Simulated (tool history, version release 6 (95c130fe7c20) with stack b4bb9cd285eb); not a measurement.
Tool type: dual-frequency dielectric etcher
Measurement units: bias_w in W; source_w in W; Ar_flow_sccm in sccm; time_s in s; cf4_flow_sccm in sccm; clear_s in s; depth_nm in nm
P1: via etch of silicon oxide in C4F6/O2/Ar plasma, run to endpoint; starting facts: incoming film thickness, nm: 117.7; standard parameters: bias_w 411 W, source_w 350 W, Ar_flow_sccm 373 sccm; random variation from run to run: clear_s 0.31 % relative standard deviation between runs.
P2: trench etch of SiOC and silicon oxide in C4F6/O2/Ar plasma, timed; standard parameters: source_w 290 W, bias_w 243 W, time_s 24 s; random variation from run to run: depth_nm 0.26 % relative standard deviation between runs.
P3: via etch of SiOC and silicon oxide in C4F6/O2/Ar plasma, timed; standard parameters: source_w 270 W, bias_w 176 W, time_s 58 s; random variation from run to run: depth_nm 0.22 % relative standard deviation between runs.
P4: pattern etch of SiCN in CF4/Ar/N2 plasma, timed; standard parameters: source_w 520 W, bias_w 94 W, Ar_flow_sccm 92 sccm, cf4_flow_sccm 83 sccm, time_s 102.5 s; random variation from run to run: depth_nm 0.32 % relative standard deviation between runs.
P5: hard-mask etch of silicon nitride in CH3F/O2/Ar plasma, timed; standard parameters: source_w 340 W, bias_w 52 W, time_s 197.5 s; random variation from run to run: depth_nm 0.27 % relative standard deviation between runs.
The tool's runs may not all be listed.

Run 1, day 0.446: process P1, bias_w 411 W, source_w 350 W, Ar_flow_sccm 373 sccm. Result: clear_s 30.488 s.
Run 2, day 0.829: process P3, bias_w 176 W, source_w 340 W, time_s 58 s. Result: depth_nm 61.212 nm.
Run 3, day 1.625: process P1, bias_w 411 W, source_w 350 W, Ar_flow_sccm 373 sccm. Result: clear_s 30.528 s.
Run 4, day 2.125: process P1, bias_w 411 W, source_w 250 W, Ar_flow_sccm 373 sccm. Result: clear_s 34.497 s.
Run 5, day 2.638: process P4, bias_w 94 W, source_w 520 W, Ar_flow_sccm 92 sccm, time_s 102.5 s, cf4_flow_sccm 109 sccm. Result: depth_nm 117.86 nm.
Run 6, day 3.229: process P1, bias_w 411 W, source_w 460 W, Ar_flow_sccm 373 sccm. Result: clear_s 27.533 s.
Run 7, day 3.621: process P3, bias_w 176 W, source_w 270 W, time_s 58 s. Result: depth_nm 56.167 nm.
Run 8, day 4.046: process P4, bias_w 94 W, source_w 410 W, Ar_flow_sccm 92 sccm, time_s 102.5 s, cf4_flow_sccm 83 sccm. Result: depth_nm 92.863 nm.
Run 9, day 4.421: process P1, bias_w 411 W, source_w 270 W, Ar_flow_sccm 458 sccm. Result: clear_s 34.459 s.
Run 10, day 5.167: process P5, bias_w 39 W, source_w 340 W, time_s 197.5 s. Result: depth_nm 105.92 nm.
Run 11, day 5.867: process P1, bias_w 411 W, source_w 350 W, Ar_flow_sccm 463 sccm. Result: clear_s 31.227 s.
Run 12, day 6.358: process P4, bias_w 94 W, source_w 520 W, Ar_flow_sccm 92 sccm, time_s 102.5 s, cf4_flow_sccm 83 sccm. Result: depth_nm 114.41 nm.
Run 13, day 6.75: process P4, bias_w 94 W, source_w 520 W, Ar_flow_sccm 54 sccm, time_s 102.5 s, cf4_flow_sccm 83 sccm. Result: depth_nm 121.74 nm.
Run 14, day 7.254: process P4, bias_w 94 W, source_w 520 W, Ar_flow_sccm 92 sccm, time_s 102.5 s, cf4_flow_sccm 83 sccm. Result: depth_nm 114.68 nm.
Run 15, day 7.662: process P4, bias_w 94 W, source_w 520 W, Ar_flow_sccm 92 sccm, time_s 148.5 s, cf4_flow_sccm 83 sccm. Result: depth_nm 166.29 nm.
Run 16, day 8.362: process P1, bias_w 411 W, source_w 350 W, Ar_flow_sccm 251 sccm. Result: clear_s 29.016 s.
Run 17, day 9.054: process P5, bias_w 52 W, source_w 260 W, time_s 197.5 s. Result: depth_nm 105.03 nm.
Run 18, day 9.488: process P2, bias_w 317 W, source_w 290 W, time_s 24 s. Result: depth_nm 51.067 nm.
Run 19, day 9.854: process P1, bias_w 411 W, source_w 350 W, Ar_flow_sccm 373 sccm. Result: clear_s 30.545 s.
Run 20, day 10.529: process P2, bias_w 243 W, source_w 290 W, time_s 24 s. Result: depth_nm 46.579 nm.
Run 21, day 11.308: process P2, bias_w 243 W, source_w 290 W, time_s 18 s. Result: depth_nm 34.961 nm.
Run 22, day 11.738: process P1, bias_w 411 W, source_w 350 W, Ar_flow_sccm 373 sccm. Result: clear_s 30.507 s.
Run 23, day 12.45: process P4, bias_w 120 W, source_w 520 W, Ar_flow_sccm 92 sccm, time_s 102.5 s, cf4_flow_sccm 83 sccm. Result: depth_nm 125.52 nm.
Run 24, day 13.133: process P5, bias_w 52 W, source_w 340 W, time_s 197.5 s. Result: depth_nm 116.89 nm.
Run 25, day 13.821: process P1, bias_w 512 W, source_w 350 W, Ar_flow_sccm 373 sccm. Result: clear_s 28.087 s.
Run 26, day 14.367: process P2, bias_w 243 W, source_w 290 W, time_s 24 s. Result: depth_nm 46.607 nm.
Run 27, day 14.875: process P3, bias_w 247 W, source_w 270 W, time_s 58 s. Result: depth_nm 63.155 nm.
Run 28, day 15.579: process P1, bias_w 411 W, source_w 350 W, Ar_flow_sccm 373 sccm. Result: clear_s 30.456 s.
Run 29, day 16.217: process P5, bias_w 52 W, source_w 340 W, time_s 108.5 s. Result: depth_nm 63.774 nm.
At day 16.704: source power generator calibrated.
Run 30, day 16.833: process P2, bias_w 243 W, source_w 180 W, time_s 24 s. Result: depth_nm 39.135 nm.
Run 31, day 17.279: process P1, bias_w 252 W, source_w 210 W, Ar_flow_sccm 373 sccm. Result: clear_s 43.866 s.
Run 32, day 17.867: process P3, bias_w 176 W, source_w 270 W, time_s 42.5 s. Result: depth_nm 41.215 nm.
Run 33, day 18.412: process P1, bias_w 411 W, source_w 240 W, Ar_flow_sccm 451 sccm. Result: clear_s 35.779 s.
Run 34, day 18.821: process P1, bias_w 411 W, source_w 350 W, Ar_flow_sccm 373 sccm. Result: clear_s 30.398 s.
Run 35, day 19.604: process P1, bias_w 313 W, source_w 350 W, Ar_flow_sccm 373 sccm. Result: clear_s 33.58 s.
Run 36, day 20.333: process P1, bias_w 411 W, source_w 350 W, Ar_flow_sccm 373 sccm. Result: clear_s 30.515 s.
Run 37, day 20.733: process P1, bias_w 411 W, source_w 350 W, Ar_flow_sccm 373 sccm. Result: clear_s 30.415 s.
Run 38, day 21.267: process P1, bias_w 411 W, source_w 350 W, Ar_flow_sccm 373 sccm. Result: clear_s 30.212 s.
Run 39, day 22.075: process P1, bias_w 411 W, source_w 350 W, Ar_flow_sccm 373 sccm. Result: clear_s 30.145 s.
Run 40, day 22.592: process P1, bias_w 411 W, source_w 350 W, Ar_flow_sccm 373 sccm. Result: clear_s 29.999 s.
Run 41, day 23.125: process P1, bias_w 411 W, source_w 350 W, Ar_flow_sccm 373 sccm. Result: clear_s 30.045 s.
At day 23.604: Ar flow controller replaced.
At day 23.633: wet clean of the chamber.
Run 42, day 23.879: process P1, bias_w 411 W, source_w 350 W, Ar_flow_sccm 373 sccm. Result: clear_s 29.941 s.
Run 43, day 24.308: process P1, bias_w 411 W, source_w 350 W, Ar_flow_sccm 373 sccm. Result: clear_s 30.12 s.
Run 44, day 24.975: process P1, bias_w 411 W, source_w 350 W, Ar_flow_sccm 373 sccm. Result: clear_s 30.094 s.
Run 45, day 25.738: process P1, bias_w 411 W, source_w 350 W, Ar_flow_sccm 373 sccm. Result: clear_s 30.108 s.
Run 46, day 26.271: process P1, bias_w 411 W, source_w 350 W, Ar_flow_sccm 373 sccm. Result: clear_s 30.018 s.

P1 has crept away from where it was. The log is fitted equally well by each of these 2 causes, at the sizes shown:
A: source power that arrives over what is set, % = 4.23
B: bias power that arrives over what is set, % = 4.28
The onset of the drift is placed at about day 20.333.
Ruled out, with reasons:
chamber walls in a state that raises the etch rate, %: work on it at day 23.633, done after the drift set in, did not restore what the process gave before
Ar flow that arrives under what is set, %: work on it at day 23.604, done after the drift set in, did not restore what the process gave before

Which of the check runs below tells the causes apart, meaning the causes would give it clearly different results? Each run uses 2 wafers whose results are averaged, and each result is shown as a question mark.
Run check 1, day 26.804: process P3, bias_w 176 W, source_w 270 W, time_s 58 s. Result: depth_nm ?.
Run check 2, day 26.804: process P2, bias_w 243 W, source_w 290 W, time_s 24 s. Result: depth_nm ?.
Run check 3, day 26.804: process P4, bias_w 94 W, source_w 520 W, Ar_flow_sccm 92 sccm, time_s 102.5 s, cf4_flow_sccm 83 sccm. Result: depth_nm ?.
Run check 4, day 26.804: process P5, bias_w 52 W, source_w 340 W, time_s 197.5 s. Result: depth_nm ?.

Check results expected under each cause:
  check    result    if A    if B
check 1  depth_nm  57.035  56.916
check 2  depth_nm  47.398  47.336
check 3  depth_nm   118.8  116.25
check 4  depth_nm   118.5  118.21
Per-check spread between the two closest causes, in the result where they differ most: check 1 0.21 %; check 2 0.13 %; check 3 2.17 %; check 4 0.25 %
Check 3 distinguishes between the causes, while the remaining checks would return nearly the same result for all of them.

Check 3 was then run and gave: depth_nm 116.22 nm. Which cause is it?

B is the cause: bias power that arrives over what is set, %.
